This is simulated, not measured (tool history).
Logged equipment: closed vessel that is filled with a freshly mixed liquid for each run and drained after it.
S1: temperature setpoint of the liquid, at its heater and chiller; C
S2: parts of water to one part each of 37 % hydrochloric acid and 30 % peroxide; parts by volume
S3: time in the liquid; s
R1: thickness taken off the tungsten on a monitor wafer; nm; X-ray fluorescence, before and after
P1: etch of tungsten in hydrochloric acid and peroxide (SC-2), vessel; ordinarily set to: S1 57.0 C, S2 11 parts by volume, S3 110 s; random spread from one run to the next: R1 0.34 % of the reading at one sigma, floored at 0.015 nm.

{"run": 1, "hour": 3.6, "S1": 57.0, "S2": 11, "S3": 110, "R1": 46.845}
{"run": 2, "hour": 6.8, "S1": 57.0, "S2": 11, "S3": 215, "R1": 91.617}
{"run": 3, "hour": 13.1, "S1": 57.0, "S2": 11, "S3": 110, "R1": 46.704}
{"run": 4, "hour": 19.1, "S1": 57.0, "S2": 11, "S3": 110, "R1": 46.529}
{"run": 5, "hour": 24.1, "S1": 57.0, "S2": 16, "S3": 30, "R1": 9.1689}
{"run": 6, "hour": 28.4, "S1": 64.0, "S2": 11, "S3": 110, "R1": 72.29}
{"run": 7, "hour": 33.7, "S1": 40.5, "S2": 11, "S3": 110, "R1": 15.344}
{"run": 8, "hour": 37.4, "S1": 57.0, "S2": 11, "S3": 30, "R1": 12.703}
{"run": 9, "hour": 41.4, "S1": 57.0, "S2": 16, "S3": 110, "R1": 33.643}
{"run": 10, "hour": 46.9, "S1": 57.0, "S2": 4, "S3": 110, "R1": 101.43}
{"run": 11, "hour": 52.6, "S1": 57.0, "S2": 11, "S3": 110, "R1": 46.609}
{"run": 12, "hour": 58.1, "S1": 57.0, "S2": 11, "S3": 110, "R1": 46.837}
{"run": 13, "hour": 61.1, "S1": 57.0, "S2": 11, "S3": 110, "R1": 45.473}
{"run": 14, "hour": 66.6, "S1": 57.0, "S2": 11, "S3": 110, "R1": 43.795}

Estimate the outcome of run 15 from the log above:
{"run": 15, "hour": 70.0, "S1": 57.0, "S2": 11, "S3": 110, "R1": "?"}

Run 15 gave R1 43.1740 nm.
